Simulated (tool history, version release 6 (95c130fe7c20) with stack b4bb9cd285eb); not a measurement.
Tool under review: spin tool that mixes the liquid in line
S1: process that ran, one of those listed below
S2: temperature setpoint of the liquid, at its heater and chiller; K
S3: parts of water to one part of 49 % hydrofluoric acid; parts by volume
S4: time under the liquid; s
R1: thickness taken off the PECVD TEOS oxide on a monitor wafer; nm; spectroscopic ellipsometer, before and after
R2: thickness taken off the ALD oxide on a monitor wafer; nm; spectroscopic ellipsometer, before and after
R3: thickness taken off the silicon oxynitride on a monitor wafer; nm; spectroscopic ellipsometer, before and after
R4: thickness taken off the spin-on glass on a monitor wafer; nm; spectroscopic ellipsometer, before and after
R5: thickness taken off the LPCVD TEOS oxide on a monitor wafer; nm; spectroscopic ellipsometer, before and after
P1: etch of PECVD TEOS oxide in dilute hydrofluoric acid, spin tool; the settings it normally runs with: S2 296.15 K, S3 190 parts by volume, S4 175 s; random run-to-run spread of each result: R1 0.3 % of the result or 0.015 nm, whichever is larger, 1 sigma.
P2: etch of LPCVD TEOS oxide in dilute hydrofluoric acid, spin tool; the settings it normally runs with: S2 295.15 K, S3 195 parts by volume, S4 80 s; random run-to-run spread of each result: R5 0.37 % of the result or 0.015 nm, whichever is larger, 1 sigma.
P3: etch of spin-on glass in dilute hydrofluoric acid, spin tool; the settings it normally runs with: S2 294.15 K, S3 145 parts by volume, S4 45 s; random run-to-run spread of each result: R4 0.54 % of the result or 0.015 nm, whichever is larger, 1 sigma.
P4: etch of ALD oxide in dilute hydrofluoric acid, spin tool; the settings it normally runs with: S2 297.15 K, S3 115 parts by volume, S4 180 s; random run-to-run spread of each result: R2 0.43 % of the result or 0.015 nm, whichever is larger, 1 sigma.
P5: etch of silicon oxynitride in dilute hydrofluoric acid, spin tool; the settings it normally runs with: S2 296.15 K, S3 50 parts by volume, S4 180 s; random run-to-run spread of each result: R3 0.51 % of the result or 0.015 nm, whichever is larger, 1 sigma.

| run | hour | S1 | S2 | S3 | S4 | R1 | R2 | R3 | R4 | R5 |
|---|---|---|---|---|---|---|---|---|---|---|
| 1 | 10.2 | P1 | 296.15 | 190 | 175 | 6.9505 |  |  |  |  |
| 2 | 21.3 | P4 | 305.15 | 115 | 180 |  | 25.240 |  |  |  |
| 3 | 30.7 | P1 | 301.15 | 280 | 175 | 5.1101 |  |  |  |  |
| 4 | 37.0 | P5 | 296.15 | 50 | 180 |  |  | 5.2665 |  |  |
| 5 | 48.7 | P5 | 296.15 | 20 | 180 |  |  | 13.5090 |  |  |
| 6 | 58.1 | P3 | 294.15 | 145 | 45 |  |  |  | 16.464 |  |
| 7 | 65.6 | P1 | 296.15 | 190 | 175 | 6.9871 |  |  |  |  |
| 8 | 74.0 | P4 | 297.15 | 115 | 180 |  | 18.697 |  |  |  |
| 9 | 85.8 | P1 | 296.15 | 85 | 175 | 17.5630 |  |  |  |  |
| 10 | 96.5 | P1 | 290.15 | 190 | 175 | 5.4794 |  |  |  |  |
| 11 | 107.9 | P3 | 299.15 | 145 | 45 |  |  |  | 19.775 |  |
| 12 | 119.8 | P2 | 295.15 | 195 | 80 |  |  |  |  | 11.9650 |
| 13 | 129.2 | P2 | 295.15 | 195 | 80 |  |  |  |  | 12.0370 |
| 14 | 136.6 | P1 | 296.15 | 190 | 175 | 6.9996 |  |  |  |  |
| 15 | 146.2 | P2 | 295.15 | 195 | 15 |  |  |  |  | 2.2381 |
| 16 | 158.7 | P3 | 294.15 | 145 | 15 |  |  |  | 5.449 |  |
| 17 | 167.8 | P3 | 294.15 | 80 | 45 |  |  |  | 32.061 |  |
| 18 | 174.5 | P1 | 296.15 | 190 | 260 | 10.3180 |  |  |  |  |
| 19 | 181.6 | P1 | 296.15 | 190 | 45 | 1.7717 |  |  |  |  |
| 20 | 194.4 | P2 | 300.65 | 195 | 80 |  |  |  |  | 14.7190 |
| 21 | 207.1 | P4 | 297.15 | 115 | 180 |  | 18.636 |  |  |  |
| 22 | 214.5 | P1 | 296.15 | 190 | 175 | 6.9777 |  |  |  |  |

Expected results for the next run?
| 23 | 227.2 | P1 | 301.65 | 190 | 175 | ? |  |  |  |  |

Run 23 produced R1 8.4921 nm.
